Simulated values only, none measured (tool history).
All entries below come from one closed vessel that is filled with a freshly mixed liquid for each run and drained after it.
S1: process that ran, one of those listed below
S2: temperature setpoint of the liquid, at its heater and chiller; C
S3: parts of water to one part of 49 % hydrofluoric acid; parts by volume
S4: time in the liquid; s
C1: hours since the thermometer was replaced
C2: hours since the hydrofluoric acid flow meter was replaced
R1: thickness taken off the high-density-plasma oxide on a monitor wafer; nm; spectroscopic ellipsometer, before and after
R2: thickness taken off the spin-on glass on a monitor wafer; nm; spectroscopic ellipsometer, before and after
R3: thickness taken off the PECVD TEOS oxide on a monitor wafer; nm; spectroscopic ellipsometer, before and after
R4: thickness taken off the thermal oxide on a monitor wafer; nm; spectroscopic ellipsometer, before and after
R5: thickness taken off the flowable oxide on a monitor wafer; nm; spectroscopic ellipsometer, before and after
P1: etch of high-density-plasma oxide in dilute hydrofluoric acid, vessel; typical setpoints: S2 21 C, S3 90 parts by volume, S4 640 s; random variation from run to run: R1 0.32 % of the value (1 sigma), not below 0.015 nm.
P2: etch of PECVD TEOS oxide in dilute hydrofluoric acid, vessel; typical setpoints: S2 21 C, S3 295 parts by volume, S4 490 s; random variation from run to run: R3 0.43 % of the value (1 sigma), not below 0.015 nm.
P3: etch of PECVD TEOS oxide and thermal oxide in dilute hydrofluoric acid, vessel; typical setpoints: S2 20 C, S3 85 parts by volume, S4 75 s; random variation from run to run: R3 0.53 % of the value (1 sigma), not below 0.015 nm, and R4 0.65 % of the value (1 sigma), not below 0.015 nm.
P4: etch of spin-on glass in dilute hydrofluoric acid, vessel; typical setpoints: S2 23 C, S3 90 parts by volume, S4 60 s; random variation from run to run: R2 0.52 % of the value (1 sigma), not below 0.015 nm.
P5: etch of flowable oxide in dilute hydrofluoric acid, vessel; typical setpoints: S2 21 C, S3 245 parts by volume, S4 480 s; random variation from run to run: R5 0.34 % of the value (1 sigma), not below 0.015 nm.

Run 1, hour 6.9: S1 P1, S2 21 C, S3 90 parts by volume, S4 640 s; C1 1690.3; C2 468.4. Result: R1 39.648 nm.
Run 2, hour 12.3: S1 P1, S2 21 C, S3 25 parts by volume, S4 640 s; C1 1695.7; C2 473.8. Result: R1 153.74 nm.
Run 3, hour 19: S1 P1, S2 26.5 C, S3 90 parts by volume, S4 640 s; C1 1702.4; C2 480.5. Result: R1 49.496 nm.
Run 4, hour 23.8: S1 P1, S2 21 C, S3 90 parts by volume, S4 640 s; C1 1707.2; C2 485.3. Result: R1 39.624 nm.
Run 5, hour 30.2: S1 P4, S2 23 C, S3 40 parts by volume, S4 60 s; C1 1713.6; C2 491.7. Result: R2 79.065 nm.
Run 6, hour 37.2: S1 P4, S2 23 C, S3 90 parts by volume, S4 60 s; C1 1720.6; C2 498.7. Result: R2 32.791 nm.
Run 7, hour 44.9: S1 P3, S2 17 C, S3 85 parts by volume, S4 75 s; C1 1728.3; C2 506.4. Result: R3 5.7574 nm, R4 3.4391 nm.
Run 8, hour 48.4: S1 P1, S2 21 C, S3 125 parts by volume, S4 640 s; C1 1731.8; C2 509.9. Result: R1 27.483 nm.
Run 9, hour 55.1: S1 P1, S2 21 C, S3 90 parts by volume, S4 640 s; C1 1738.5; C2 516.6. Result: R1 39.645 nm.
Run 10, hour 61.8: S1 P1, S2 21 C, S3 90 parts by volume, S4 1190 s; C1 1745.2; C2 523.3. Result: R1 74.15 nm.
Run 11, hour 69.3: S1 P2, S2 27.5 C, S3 295 parts by volume, S4 490 s; C1 1752.7; C2 530.8. Result: R3 13.715 nm.
Run 12, hour 73.2: S1 P5, S2 21 C, S3 245 parts by volume, S4 480 s; C1 1756.6; C2 534.7. Result: R5 60.792 nm.
Run 13, hour 81.1: S1 P3, S2 20 C, S3 85 parts by volume, S4 75 s; C1 1764.5; C2 542.6. Result: R3 6.5156 nm, R4 3.9486 nm.
Run 14, hour 85.4: S1 P1, S2 21 C, S3 90 parts by volume, S4 640 s; C1 1768.8; C2 546.9. Result: R1 39.677 nm.
Run 15, hour 91.9: S1 P4, S2 17 C, S3 90 parts by volume, S4 60 s; C1 1775.3; C2 553.4. Result: R2 25.308 nm.
Run 16, hour 97.5: S1 P2, S2 21 C, S3 295 parts by volume, S4 230 s; C1 1780.9; C2 559. Result: R3 5.0816 nm.
Run 17, hour 103.8: S1 P4, S2 23 C, S3 90 parts by volume, S4 115 s; C1 1787.2; C2 565.3. Result: R2 62.889 nm.
Run 18, hour 107.8: S1 P5, S2 21 C, S3 445 parts by volume, S4 480 s; C1 1791.2; C2 569.3. Result: R5 28.166 nm.
Run 19, hour 115.6: S1 P1, S2 17 C, S3 90 parts by volume, S4 640 s; C1 1799; C2 577.1. Result: R1 33.378 nm.
Run 20, hour 119.8: S1 P3, S2 20 C, S3 85 parts by volume, S4 120 s; C1 1803.2; C2 581.3. Result: R3 10.475 nm, R4 6.3161 nm.
At hour 123.7: hydrofluoric acid flow meter replaced.
Run 21, hour 124.7: S1 P2, S2 21 C, S3 115 parts by volume, S4 490 s; C1 1808.1; C2 1. Result: R3 33.48 nm.
Run 22, hour 130: S1 P2, S2 21 C, S3 295 parts by volume, S4 490 s; C1 1813.4; C2 6.3. Result: R3 10.837 nm.
Run 23, hour 133.6: S1 P3, S2 20 C, S3 145 parts by volume, S4 75 s; C1 1817; C2 9.9. Result: R3 3.5801 nm, R4 2.1629 nm.
Run 24, hour 139.2: S1 P5, S2 21 C, S3 245 parts by volume, S4 895 s; C1 1822.6; C2 15.5. Result: R5 114.09 nm.
Run 25, hour 143.4: S1 P1, S2 21 C, S3 150 parts by volume, S4 170 s; C1 1826.8; C2 19.7. Result: R1 5.9181 nm.
Run 26, hour 151.2: S1 P5, S2 17 C, S3 245 parts by volume, S4 480 s; C1 1834.6; C2 27.5. Result: R5 52.384 nm.
Run 27, hour 158.7: S1 P1, S2 21 C, S3 90 parts by volume, S4 90 s; C1 1842.1; C2 35. Result: R1 5.5765 nm.
Run 28, hour 164.6: S1 P1, S2 21 C, S3 90 parts by volume, S4 640 s; C1 1848; C2 40.9. Result: R1 39.731 nm.
Run 29, hour 170.4: S1 P1, S2 21 C, S3 90 parts by volume, S4 640 s; C1 1853.8; C2 46.7. Result: R1 38.578 nm.
Run 30, hour 176.9: S1 P1, S2 21 C, S3 90 parts by volume, S4 640 s; C1 1860.3; C2 53.2. Result: R1 37.898 nm.
Run 31, hour 183.9: S1 P1, S2 21 C, S3 90 parts by volume, S4 640 s; C1 1867.3; C2 60.2. Result: R1 37.434 nm.
Run 32, hour 191.9: S1 P1, S2 21 C, S3 90 parts by volume, S4 640 s; C1 1875.3; C2 68.2. Result: R1 37.192 nm.
Run 33, hour 197.5: S1 P1, S2 21 C, S3 90 parts by volume, S4 640 s; C1 1880.9; C2 73.8. Result: R1 36.889 nm.
Run 34, hour 205.1: S1 P1, S2 21 C, S3 90 parts by volume, S4 640 s; C1 1888.5; C2 81.4. Result: R1 36.645 nm.
Run 35, hour 212.8: S1 P1, S2 21 C, S3 90 parts by volume, S4 640 s; C1 1896.2; C2 89.1. Result: R1 36.646 nm.
Run 36, hour 217.3: S1 P1, S2 21 C, S3 90 parts by volume, S4 640 s; C1 1900.7; C2 93.6. Result: R1 36.625 nm.
Run 37, hour 221.1: S1 P1, S2 21 C, S3 90 parts by volume, S4 640 s; C1 1904.5; C2 97.4. Result: R1 36.772 nm.
Run 38, hour 227.8: S1 P1, S2 21 C, S3 90 parts by volume, S4 640 s; C1 1911.2; C2 104.1. Result: R1 36.661 nm.

P1 no longer gives what it gave before; its output has crept away from where it was. The following 2 causes, each at its listed size, fit the log equally well:
A: liquid colder than its thermometer reads (K) = 1.91
B: hydrofluoric acid flow below the setpoint (%) = 6.87
The onset of the drift is placed at about hour 164.6.

Consider the 4 single-wafer check runs listed below, results given as question marks: which one distinguishes between the causes by giving clearly different results for each?
Run check 1, hour 234.5: S1 P2, S2 21 C, S3 120 parts by volume, S4 490 s. Result: R3 ?.
Run check 2, hour 234.5: S1 P4, S2 17.5 C, S3 90 parts by volume, S4 110 s. Result: R2 ?.
Run check 3, hour 234.5: S1 P3, S2 20 C, S3 145 parts by volume, S4 75 s. Result: R3 ?, R4 ?.
Run check 4, hour 234.5: S1 P5, S2 21 C, S3 425 parts by volume, S4 480 s. Result: R5 ?.

If the cause were each of the candidates in turn, the checks would give the following:
  check  result    if A    if B
check 1      R3  29.513   29.41
check 2      R2  44.008  44.146
check 3      R3  3.3134  3.2957
check 3      R4  1.9893  1.9786
check 4      R5  28.141  27.271
Smallest distance between any two causes, each pair judged by its most separating result, in per cent: check 1 0.35 %; check 2 0.31 %; check 3 0.54 %; check 4 3.14 %
Check 4 tells the causes apart: in the others they would give nearly the same result.

With check 4 done, the readings were: R5 27.255 nm. Identify which of the listed causes applies.

The cause is B: hydrofluoric acid flow below the setpoint (%).
